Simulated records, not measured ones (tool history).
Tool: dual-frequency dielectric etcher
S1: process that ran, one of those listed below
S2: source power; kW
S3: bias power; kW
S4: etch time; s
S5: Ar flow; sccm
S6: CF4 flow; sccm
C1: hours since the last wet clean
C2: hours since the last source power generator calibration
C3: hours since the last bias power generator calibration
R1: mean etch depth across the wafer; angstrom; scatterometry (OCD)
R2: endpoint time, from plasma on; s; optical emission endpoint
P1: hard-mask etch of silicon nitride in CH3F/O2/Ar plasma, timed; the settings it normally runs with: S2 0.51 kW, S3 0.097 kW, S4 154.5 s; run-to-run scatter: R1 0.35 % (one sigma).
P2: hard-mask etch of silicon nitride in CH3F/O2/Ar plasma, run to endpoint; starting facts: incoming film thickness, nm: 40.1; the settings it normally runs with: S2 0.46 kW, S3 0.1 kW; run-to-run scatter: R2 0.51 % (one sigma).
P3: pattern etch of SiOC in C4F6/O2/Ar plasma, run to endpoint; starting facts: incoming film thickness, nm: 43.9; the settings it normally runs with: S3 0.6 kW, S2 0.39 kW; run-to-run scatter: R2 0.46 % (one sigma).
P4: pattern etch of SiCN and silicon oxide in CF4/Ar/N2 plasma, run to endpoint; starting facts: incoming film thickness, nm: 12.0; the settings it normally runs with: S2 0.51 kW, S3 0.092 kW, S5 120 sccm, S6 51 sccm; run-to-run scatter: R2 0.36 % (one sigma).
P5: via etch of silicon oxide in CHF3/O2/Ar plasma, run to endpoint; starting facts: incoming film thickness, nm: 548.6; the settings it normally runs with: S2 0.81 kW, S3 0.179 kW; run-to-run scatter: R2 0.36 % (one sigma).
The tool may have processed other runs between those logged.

Run 1, hour 5.6: S1 P1, S2 0.51 kW, S3 0.097 kW, S4 154.5 s; C1 296.6; C2 1755.5; C3 2507.4. Result: R1 1318 angstrom.
Run 2, hour 17: S1 P4, S2 0.51 kW, S3 0.092 kW, S5 120 sccm, S6 51 sccm; C1 308; C2 1766.9; C3 2518.8. Result: R2 12.343 s.
Run 3, hour 22.8: S1 P4, S2 0.51 kW, S3 0.092 kW, S5 120 sccm, S6 51 sccm; C1 313.8; C2 1772.7; C3 2524.6. Result: R2 12.37 s.
Run 4, hour 31.4: S1 P2, S2 0.46 kW, S3 0.1 kW; C1 322.4; C2 1781.3; C3 2533.2. Result: R2 47.757 s.
Run 5, hour 42.5: S1 P1, S2 0.51 kW, S3 0.097 kW, S4 102 s; C1 333.5; C2 1792.4; C3 2544.3. Result: R1 865.01 angstrom.
Run 6, hour 50.3: S1 P2, S2 0.46 kW, S3 0.059 kW; C1 341.3; C2 1800.2; C3 2552.1. Result: R2 57.232 s.
Run 7, hour 61.2: S1 P4, S2 0.51 kW, S3 0.092 kW, S5 95 sccm, S6 51 sccm; C1 352.2; C2 1811.1; C3 2563. Result: R2 11.869 s.
Run 8, hour 71.7: S1 P1, S2 0.51 kW, S3 0.097 kW, S4 154.5 s; C1 362.7; C2 1821.6; C3 2573.5. Result: R1 1316.7 angstrom.
Run 9, hour 80: S1 P5, S2 0.81 kW, S3 0.179 kW; C1 371; C2 1829.9; C3 2581.8. Result: R2 248.65 s.
Run 10, hour 92.3: S1 P1, S2 0.51 kW, S3 0.097 kW, S4 154.5 s; C1 383.3; C2 1842.2; C3 2594.1. Result: R1 1311.4 angstrom.
Run 11, hour 103.8: S1 P3, S2 0.39 kW, S3 0.6 kW; C1 394.8; C2 1853.7; C3 2605.6. Result: R2 13.626 s.
Run 12, hour 110.3: S1 P1, S2 0.51 kW, S3 0.129 kW, S4 154.5 s; C1 401.3; C2 1860.2; C3 2612.1. Result: R1 1460.9 angstrom.
Run 13, hour 120.4: S1 P1, S2 0.51 kW, S3 0.097 kW, S4 154.5 s; C1 411.4; C2 1870.3; C3 2622.2. Result: R1 1308.5 angstrom.
Run 14, hour 127.9: S1 P1, S2 0.61 kW, S3 0.097 kW, S4 154.5 s; C1 418.9; C2 1877.8; C3 2629.7. Result: R1 1402 angstrom.
Run 15, hour 137: S1 P1, S2 0.51 kW, S3 0.097 kW, S4 154.5 s; C1 428; C2 1886.9; C3 2638.8. Result: R1 1321.5 angstrom.
Run 16, hour 149.6: S1 P1, S2 0.51 kW, S3 0.097 kW, S4 205.5 s; C1 440.6; C2 1899.5; C3 2651.4. Result: R1 1749.3 angstrom.
Run 17, hour 156.3: S1 P5, S2 1.14 kW, S3 0.179 kW; C1 447.3; C2 1906.2; C3 2658.1. Result: R2 218.64 s.
Run 18, hour 168.9: S1 P5, S2 0.81 kW, S3 0.228 kW; C1 459.9; C2 1918.8; C3 2670.7. Result: R2 228.72 s.
Run 19, hour 179.5: S1 P1, S2 0.51 kW, S3 0.075 kW, S4 154.5 s; C1 470.5; C2 1929.4; C3 2681.3. Result: R1 1203.2 angstrom.
Run 20, hour 189.8: S1 P4, S2 0.35 kW, S3 0.092 kW, S5 120 sccm, S6 51 sccm; C1 480.8; C2 1939.7; C3 2691.6. Result: R2 17.157 s.
Run 21, hour 196: S1 P3, S2 0.39 kW, S3 0.767 kW; C1 487; C2 1945.9; C3 2697.8. Result: R2 12.386 s.
Run 22, hour 203.1: S1 P1, S2 0.51 kW, S3 0.07 kW, S4 92 s; C1 494.1; C2 1953; C3 2704.9. Result: R1 701.66 angstrom.
Run 23, hour 209: S1 P3, S2 0.52 kW, S3 0.6 kW; C1 500; C2 1958.9; C3 2710.8. Result: R2 12.336 s.
Run 24, hour 220: S1 P1, S2 0.64 kW, S3 0.079 kW, S4 154.5 s; C1 511; C2 1969.9; C3 2721.8. Result: R1 1329.3 angstrom.
At hour 230.6: bias power generator calibrated.
Run 25, hour 231.2: S1 P1, S2 0.39 kW, S3 0.097 kW, S4 154.5 s; C1 522.2; C2 1981.1; C3 0.7. Result: R1 1183.8 angstrom.
Run 26, hour 243.9: S1 P5, S2 0.81 kW, S3 0.179 kW; C1 534.9; C2 1993.8; C3 13.4. Result: R2 248.33 s.
Run 27, hour 250.8: S1 P4, S2 0.51 kW, S3 0.115 kW, S5 120 sccm, S6 51 sccm; C1 541.8; C2 2000.7; C3 20.3. Result: R2 11.362 s.
Run 28, hour 256.9: S1 P4, S2 0.51 kW, S3 0.092 kW, S5 120 sccm, S6 65 sccm; C1 547.9; C2 2006.8; C3 26.4. Result: R2 11.912 s.
Run 29, hour 267.4: S1 P2, S2 0.57 kW, S3 0.1 kW; C1 558.4; C2 2017.3; C3 36.9. Result: R2 44.351 s.
Run 30, hour 276: S1 P1, S2 0.51 kW, S3 0.097 kW, S4 154.5 s; C1 567; C2 2025.9; C3 45.5. Result: R1 1314.6 angstrom.
Run 31, hour 284.6: S1 P1, S2 0.51 kW, S3 0.097 kW, S4 154.5 s; C1 575.6; C2 2034.5; C3 54.1. Result: R1 1300.8 angstrom.
Run 32, hour 295: S1 P1, S2 0.51 kW, S3 0.097 kW, S4 154.5 s; C1 586; C2 2044.9; C3 64.5. Result: R1 1292.9 angstrom.
Run 33, hour 304.9: S1 P1, S2 0.51 kW, S3 0.097 kW, S4 154.5 s; C1 595.9; C2 2054.8; C3 74.4. Result: R1 1294.4 angstrom.
At hour 309.3: wet clean of the chamber.
Run 34, hour 310.7: S1 P1, S2 0.51 kW, S3 0.097 kW, S4 154.5 s; C1 1.5; C2 2060.6; C3 80.2. Result: R1 1291.5 angstrom.
Run 35, hour 323.1: S1 P1, S2 0.51 kW, S3 0.097 kW, S4 154.5 s; C1 13.9; C2 2073; C3 92.6. Result: R1 1293.7 angstrom.
Run 36, hour 331.2: S1 P1, S2 0.51 kW, S3 0.097 kW, S4 154.5 s; C1 22; C2 2081.1; C3 100.7. Result: R1 1278.1 angstrom.

P1 no longer gives what it gave before; its output has crept away from where it was. The following 2 causes, each at its listed size, fit the log equally well:
A: source power that arrives under what is set, % = 4.63
B: bias power that arrives under what is set, % = 4.84
The onset of the drift is placed at about hour 276.
Ruled out, with reasons:
chamber walls in a state that lowers the etch rate, %: its service at hour 309.3 followed the start of the drift and did not put the process back to its old value

4 check runs are offered, each on 2 wafers whose results are averaged, their results left as question marks. Which one tells the causes apart?
Run check 1, hour 339.3: S1 P4, S2 0.51 kW, S3 0.092 kW, S5 120 sccm, S6 51 sccm. Result: R2 ?.
Run check 2, hour 339.3: S1 P2, S2 0.46 kW, S3 0.1 kW. Result: R2 ?.
Run check 3, hour 339.3: S1 P5, S2 0.81 kW, S3 0.179 kW. Result: R2 ?.
Run check 4, hour 339.3: S1 P3, S2 0.39 kW, S3 0.6 kW. Result: R2 ?.

If the cause were each of the candidates in turn, the checks would give the following:
  check  result    if A    if B
check 1      R2  12.878  12.592
check 2      R2  48.861  48.874
check 3      R2  253.46  252.95
check 4      R2  13.878    13.9
Smallest distance between any two causes, each pair judged by its most separating result, in per cent: check 1 2.25 %; check 2 0.03 %; check 3 0.2 %; check 4 0.16 %
The other checks would show nearly matching results whichever cause is true, so check 1 is the only one that separates the causes.

Then check 1 was run and gave: R2 12.855 s. Which cause is it?

A is the cause: source power that arrives under what is set, %.
